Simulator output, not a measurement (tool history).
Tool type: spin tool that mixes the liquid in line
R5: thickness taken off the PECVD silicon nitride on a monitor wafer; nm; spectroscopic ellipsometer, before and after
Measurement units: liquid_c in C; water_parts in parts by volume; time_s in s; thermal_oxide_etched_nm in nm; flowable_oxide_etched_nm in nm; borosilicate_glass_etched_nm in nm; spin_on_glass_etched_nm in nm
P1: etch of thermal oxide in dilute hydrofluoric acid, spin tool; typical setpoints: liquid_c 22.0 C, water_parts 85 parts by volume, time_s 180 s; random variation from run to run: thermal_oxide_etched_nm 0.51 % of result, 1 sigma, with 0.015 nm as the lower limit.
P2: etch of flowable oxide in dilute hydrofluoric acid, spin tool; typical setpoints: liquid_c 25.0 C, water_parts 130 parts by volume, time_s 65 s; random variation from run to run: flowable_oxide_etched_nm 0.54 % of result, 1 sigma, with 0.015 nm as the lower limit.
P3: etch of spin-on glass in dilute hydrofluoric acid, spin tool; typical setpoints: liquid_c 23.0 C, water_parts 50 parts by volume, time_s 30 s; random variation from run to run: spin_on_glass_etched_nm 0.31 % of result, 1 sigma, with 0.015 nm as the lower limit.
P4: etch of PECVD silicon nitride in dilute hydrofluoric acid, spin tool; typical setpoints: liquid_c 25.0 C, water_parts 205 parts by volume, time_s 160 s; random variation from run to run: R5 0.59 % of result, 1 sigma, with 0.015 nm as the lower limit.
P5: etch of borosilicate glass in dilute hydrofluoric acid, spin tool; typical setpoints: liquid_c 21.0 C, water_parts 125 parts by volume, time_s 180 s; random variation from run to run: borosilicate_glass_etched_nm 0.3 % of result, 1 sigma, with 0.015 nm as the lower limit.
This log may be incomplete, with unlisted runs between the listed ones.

Run 1, day 0.383: process P1, liquid_c 22.0 C, water_parts 85 parts by volume, time_s 180 s. Result: thermal_oxide_etched_nm 9.4800 nm.
Run 2, day 0.750: process P2, liquid_c 25.0 C, water_parts 130 parts by volume, time_s 65 s. Result: flowable_oxide_etched_nm 21.973 nm.
Run 3, day 1.212: process P1, liquid_c 22.0 C, water_parts 85 parts by volume, time_s 180 s. Result: thermal_oxide_etched_nm 9.5995 nm.
Run 4, day 1.533: process P5, liquid_c 17.0 C, water_parts 125 parts by volume, time_s 180 s. Result: borosilicate_glass_etched_nm 17.9390 nm.
Run 5, day 2.038: process P3, liquid_c 23.0 C, water_parts 50 parts by volume, time_s 30 s. Result: spin_on_glass_etched_nm 24.012 nm.
Run 6, day 2.462: process P4, liquid_c 25.0 C, water_parts 205 parts by volume, time_s 65 s. Result: R5 1.9294 nm.
Run 7, day 3.012: process P1, liquid_c 18.0 C, water_parts 40 parts by volume, time_s 180 s. Result: thermal_oxide_etched_nm 18.3460 nm.
Run 8, day 3.350: process P3, liquid_c 27.0 C, water_parts 50 parts by volume, time_s 30 s. Result: spin_on_glass_etched_nm 28.279 nm.
Run 9, day 3.658: process P1, liquid_c 22.0 C, water_parts 45 parts by volume, time_s 180 s. Result: thermal_oxide_etched_nm 19.1140 nm.
Run 10, day 3.954: process P5, liquid_c 21.0 C, water_parts 125 parts by volume, time_s 180 s. Result: borosilicate_glass_etched_nm 21.0330 nm.
Run 11, day 4.362: process P4, liquid_c 25.0 C, water_parts 205 parts by volume, time_s 160 s. Result: R5 4.7749 nm.
Run 12, day 4.629: process P1, liquid_c 22.0 C, water_parts 85 parts by volume, time_s 180 s. Result: thermal_oxide_etched_nm 9.5780 nm.
Run 13, day 5.017: process P2, liquid_c 32.5 C, water_parts 130 parts by volume, time_s 65 s. Result: flowable_oxide_etched_nm 29.049 nm.
Run 14, day 5.458: process P1, liquid_c 29.5 C, water_parts 40 parts by volume, time_s 180 s. Result: thermal_oxide_etched_nm 29.2480 nm.
Run 15, day 5.921: process P1, liquid_c 22.0 C, water_parts 145 parts by volume, time_s 295 s. Result: thermal_oxide_etched_nm 8.6716 nm.
Run 16, day 6.204: process P2, liquid_c 25.0 C, water_parts 225 parts by volume, time_s 65 s. Result: flowable_oxide_etched_nm 11.341 nm.
Run 17, day 6.729: process P5, liquid_c 21.0 C, water_parts 125 parts by volume, time_s 180 s. Result: borosilicate_glass_etched_nm 21.1190 nm.
Run 18, day 7.275: process P3, liquid_c 23.0 C, water_parts 75 parts by volume, time_s 30 s. Result: spin_on_glass_etched_nm 15.548 nm.
Run 19, day 7.742: process P1, liquid_c 22.0 C, water_parts 85 parts by volume, time_s 180 s. Result: thermal_oxide_etched_nm 9.6652 nm.
Run 20, day 8.025: process P1, liquid_c 22.0 C, water_parts 120 parts by volume, time_s 180 s. Result: thermal_oxide_etched_nm 6.5182 nm.
Run 21, day 8.425: process P1, liquid_c 17.0 C, water_parts 85 parts by volume, time_s 180 s. Result: thermal_oxide_etched_nm 7.8041 nm.
Run 22, day 8.892: process P1, liquid_c 22.0 C, water_parts 85 parts by volume, time_s 180 s. Result: thermal_oxide_etched_nm 9.5717 nm.
Run 23, day 9.162: process P3, liquid_c 23.0 C, water_parts 50 parts by volume, time_s 65 s. Result: spin_on_glass_etched_nm 52.378 nm.
Run 24, day 9.450: process P4, liquid_c 19.5 C, water_parts 205 parts by volume, time_s 160 s. Result: R5 3.3111 nm.
Run 25, day 9.750: process P4, liquid_c 25.0 C, water_parts 205 parts by volume, time_s 160 s. Result: R5 4.7619 nm.
Run 26, day 10.121: process P2, liquid_c 25.0 C, water_parts 130 parts by volume, time_s 105 s. Result: flowable_oxide_etched_nm 35.860 nm.
Run 27, day 10.442: process P1, liquid_c 22.0 C, water_parts 85 parts by volume, time_s 180 s. Result: thermal_oxide_etched_nm 9.6536 nm.
Run 28, day 10.867: process P5, liquid_c 21.0 C, water_parts 125 parts by volume, time_s 15 s. Result: borosilicate_glass_etched_nm 1.7655 nm.
Run 29, day 11.317: process P1, liquid_c 26.0 C, water_parts 85 parts by volume, time_s 180 s. Result: thermal_oxide_etched_nm 11.2820 nm.
At day 11.338: hydrofluoric acid flow meter replaced.
Run 30, day 11.812: process P4, liquid_c 25.0 C, water_parts 50 parts by volume, time_s 160 s. Result: R5 18.9530 nm.
Run 31, day 12.362: process P5, liquid_c 21.0 C, water_parts 80 parts by volume, time_s 180 s. Result: borosilicate_glass_etched_nm 34.6950 nm.
Run 32, day 12.738: process P1, liquid_c 22.0 C, water_parts 85 parts by volume, time_s 285 s. Result: thermal_oxide_etched_nm 15.0420 nm.
Run 33, day 13.225: process P1, liquid_c 22.0 C, water_parts 85 parts by volume, time_s 85 s. Result: thermal_oxide_etched_nm 4.5455 nm.
Run 34, day 13.588: process P1, liquid_c 22.0 C, water_parts 85 parts by volume, time_s 180 s. Result: thermal_oxide_etched_nm 9.4921 nm.
Run 35, day 13.988: process P1, liquid_c 22.0 C, water_parts 85 parts by volume, time_s 180 s. Result: thermal_oxide_etched_nm 9.3957 nm.
Run 36, day 14.362: process P1, liquid_c 22.0 C, water_parts 85 parts by volume, time_s 180 s. Result: thermal_oxide_etched_nm 9.3065 nm.
Run 37, day 14.862: process P1, liquid_c 22.0 C, water_parts 85 parts by volume, time_s 180 s. Result: thermal_oxide_etched_nm 9.1575 nm.
Run 38, day 15.238: process P1, liquid_c 22.0 C, water_parts 85 parts by volume, time_s 180 s. Result: thermal_oxide_etched_nm 9.0500 nm.
Run 39, day 15.783: process P1, liquid_c 22.0 C, water_parts 85 parts by volume, time_s 180 s. Result: thermal_oxide_etched_nm 8.9431 nm.
Run 40, day 16.229: process P1, liquid_c 22.0 C, water_parts 85 parts by volume, time_s 180 s. Result: thermal_oxide_etched_nm 8.8949 nm.
Run 41, day 16.767: process P1, liquid_c 22.0 C, water_parts 85 parts by volume, time_s 180 s. Result: thermal_oxide_etched_nm 8.9117 nm.
Run 42, day 17.188: process P1, liquid_c 22.0 C, water_parts 85 parts by volume, time_s 180 s. Result: thermal_oxide_etched_nm 8.9913 nm.
Run 43, day 17.442: process P1, liquid_c 22.0 C, water_parts 85 parts by volume, time_s 180 s. Result: thermal_oxide_etched_nm 8.9198 nm.

Expected results for the next run?
Run 44, day 17.804: process P1, liquid_c 22.0 C, water_parts 85 parts by volume, time_s 180 s. Result: thermal_oxide_etched_nm ?.

Run 44 came out at thermal_oxide_etched_nm 8.9334 nm.
